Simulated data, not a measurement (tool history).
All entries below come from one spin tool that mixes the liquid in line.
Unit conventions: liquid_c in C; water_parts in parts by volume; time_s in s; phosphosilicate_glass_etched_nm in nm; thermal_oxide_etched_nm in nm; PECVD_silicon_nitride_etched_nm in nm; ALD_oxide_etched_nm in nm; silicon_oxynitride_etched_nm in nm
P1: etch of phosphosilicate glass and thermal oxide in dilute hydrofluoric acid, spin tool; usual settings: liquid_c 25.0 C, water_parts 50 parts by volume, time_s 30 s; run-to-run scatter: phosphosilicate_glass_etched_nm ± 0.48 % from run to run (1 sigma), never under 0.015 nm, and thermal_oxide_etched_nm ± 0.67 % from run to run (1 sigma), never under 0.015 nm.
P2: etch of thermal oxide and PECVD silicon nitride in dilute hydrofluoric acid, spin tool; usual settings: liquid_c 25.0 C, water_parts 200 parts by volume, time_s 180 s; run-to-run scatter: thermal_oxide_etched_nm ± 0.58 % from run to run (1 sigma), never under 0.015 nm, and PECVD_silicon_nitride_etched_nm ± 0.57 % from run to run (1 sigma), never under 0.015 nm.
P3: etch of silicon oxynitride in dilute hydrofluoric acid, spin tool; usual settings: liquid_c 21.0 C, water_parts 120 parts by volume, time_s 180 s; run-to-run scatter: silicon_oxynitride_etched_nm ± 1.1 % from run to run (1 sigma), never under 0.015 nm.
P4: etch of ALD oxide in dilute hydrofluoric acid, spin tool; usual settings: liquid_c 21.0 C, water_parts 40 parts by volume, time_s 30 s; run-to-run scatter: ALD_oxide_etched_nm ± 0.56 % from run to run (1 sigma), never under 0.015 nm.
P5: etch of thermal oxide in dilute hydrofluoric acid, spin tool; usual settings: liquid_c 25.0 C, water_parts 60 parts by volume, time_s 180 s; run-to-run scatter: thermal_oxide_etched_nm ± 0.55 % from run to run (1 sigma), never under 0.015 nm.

run    day  process  liquid_c  water_parts  time_s  hours since the thermometer was replaced  hours since the hydrofluoric acid flow meter was replaced  phosphosilicate_glass_etched_nm  thermal_oxide_etched_nm  PECVD_silicon_nitride_etched_nm  ALD_oxide_etched_nm  silicon_oxynitride_etched_nm
  1  0.225       P1      25.0           50      30                                     594.7                                                      595.6                          109.470                  3.16480
  2  0.450       P2      25.0          100     180                                     600.1                                                      601.0                                                   9.24020                          7.34600
  3  0.688       P5      25.0           60     305                                     605.8                                                      606.7                                                  26.16300
  4  0.867       P4      21.0           20      30                                     610.1                                                      611.0                                                                                                         29.8730
  5  1.012       P3      21.0          120      75                                     613.6                                                      614.5                                                                                                                                       0.76046
  6  1.212       P2      31.0          200     180                                     618.4                                                      619.3                                                   5.17260                          5.33690
  7  1.400       P1      20.5           50      30                                     622.9                                                      623.8                           90.946                  2.62220
  8  1.550       P1      25.0           50      15                                     626.5                                                      627.4                           55.087                  1.55100
     1.583  -- hydrofluoric acid flow meter replaced
  9  1.812       P1      25.0           50      30                                     632.8                                                        5.5                          109.620                  3.15330
 10  2.092       P3      21.0          120     180                                     639.5                                                       12.2                                                                                                                                       1.81650
 11  2.225       P4      21.0           40      30                                     642.7                                                       15.4                                                                                                         14.6650
 12  2.358       P1      25.0           70      30                                     645.9                                                       18.6                           76.328                  2.23210
 13  2.508       P4      21.0           40      30                                     649.5                                                       22.2                                                                                                         14.4530
 14  2.667       P1      25.0           20      15                                     653.3                                                       26.0                          141.900                  4.05880
 15  2.850       P1      25.0           50      30                                     657.7                                                       30.4                          109.180                  3.13030
 16  3.133       P3      21.0           25     180                                     664.5                                                       37.2                                                                                                                                       9.38470
 17  3.288       P5      18.5           60     180                                     668.2                                                       40.9                                                  11.77300
 18  3.525       P1      25.0           50      60                                     673.9                                                       46.6                          219.200                  6.35460
 19  3.688       P1      25.0           50      30                                     677.8                                                       50.5                          108.990                  3.13200
 20  3.821       P5      25.0           60     180                                     681.0                                                       53.7                                                  15.28300
 21  3.954       P4      21.0           40      15                                     684.2                                                       56.9                                                                                                          7.2433
 22  4.104       P1      25.0           50      30                                     687.8                                                       60.5                          109.230                  3.12770
 23  4.242       P5      25.0          105     180                                     691.1                                                       63.8                                                   8.20210
 24  4.462       P4      25.0           40      30                                     696.4                                                       69.1                                                                                                         17.2560
 25  4.646       P3      17.0          120     180                                     700.8                                                       73.5                                                                                                                                       1.49610
 26  4.833       P1      25.0           20      30                                     705.3                                                       78.0                          285.340                  8.27820
 27  5.033       P5      25.0           60     180                                     710.1                                                       82.8                                                  15.20300
 28  5.254       P1      31.0           50      30                                     715.4                                                       88.1                          139.890                  4.00130
 29  5.538       P1      25.0           50      30                                     722.2                                                       94.9                          109.390                  3.11170
 30  5.767       P2      25.0          200     180                                     727.7                                                      100.4                                                   4.21200                          3.71570
 31  5.938       P2      25.0          200      15                                     731.8                                                      104.5                                                   0.34885                          0.30645
 32  6.104       P1      25.0           50      30                                     735.8                                                      108.5                          109.020                  3.11740
 33  6.333       P1      25.0           50      30                                     741.3                                                      114.0                          107.270                  3.05470
 34  6.488       P1      25.0           50      30                                     745.0                                                      117.7                          106.310                  3.02300
 35  6.650       P1      25.0           50      30                                     748.9                                                      121.6                          104.610                  3.01000
 36  6.950       P1      25.0           50      30                                     756.1                                                      128.8                          102.990                  2.98590
 37  7.175       P1      25.0           50      30                                     761.5                                                      134.2                          103.710                  2.92150
 38  7.317       P1      25.0           50      30                                     764.9                                                      137.6                          101.630                  2.95960
 39  7.567       P1      25.0           50      30                                     770.9                                                      143.6                          101.490                  2.90810
 40  7.858       P1      25.0           50      30                                     777.9                                                      150.6                          101.570                  2.95490
 41  8.150       P1      25.0           50      30                                     784.9                                                      157.6                          101.460                  2.91920
 42  8.442       P1      25.0           50      30                                     791.9                                                      164.6                          101.870                  2.87040

What P1 gives has crept off from where it sat before. The 2 causes that follow fit the log equally well, each at the size noted:
A: liquid colder than its thermometer reads (K) = 1.91
B: hydrofluoric acid flow below the setpoint (%) = 7.05
Creep in the process output first set in at about day 6.104.

Consider the 4 check runs below, whose results appear as question marks and each of which averages 2 wafers. Which one distinguishes the causes, in that each cause would give it a clearly different result?
check 1  8.733       P3      21.0          120     180                                                                                                                                                                                                                                                  ?
check 2  8.733       P5      25.0           60     180                                                                                                                                                              ?
check 3  8.733       P2      25.0          200     180                                                                                                                                                              ?                                ?
check 4  8.733       P4      21.0           40      30                                                                                                                                                                                                                    ?

If the cause were each of the candidates in turn, the checks would give the following:
  check                           result      if A      if B
check 1     silicon_oxynitride_etched_nm   1.66350   1.68460
check 2          thermal_oxide_etched_nm  14.19100  14.17400
check 3          thermal_oxide_etched_nm   3.85420   3.78130
check 3  PECVD_silicon_nitride_etched_nm   3.28190   3.44320
check 4              ALD_oxide_etched_nm   13.4300   13.4960
Minimum pairwise separation of causes per check, each pair taken at its best-separating result: check 1 1.26 %; check 2 0.12 %; check 3 4.8 %; check 4 0.49 %
Check 3 is the one run that separates the causes; every other check would come out nearly the same whichever cause is at work.

With check 3 done, the readings were: thermal_oxide_etched_nm 3.81980 nm; PECVD_silicon_nitride_etched_nm 3.29070 nm. Identify which of the listed causes applies.

Of the candidate causes, it is A: liquid colder than its thermometer reads (K).
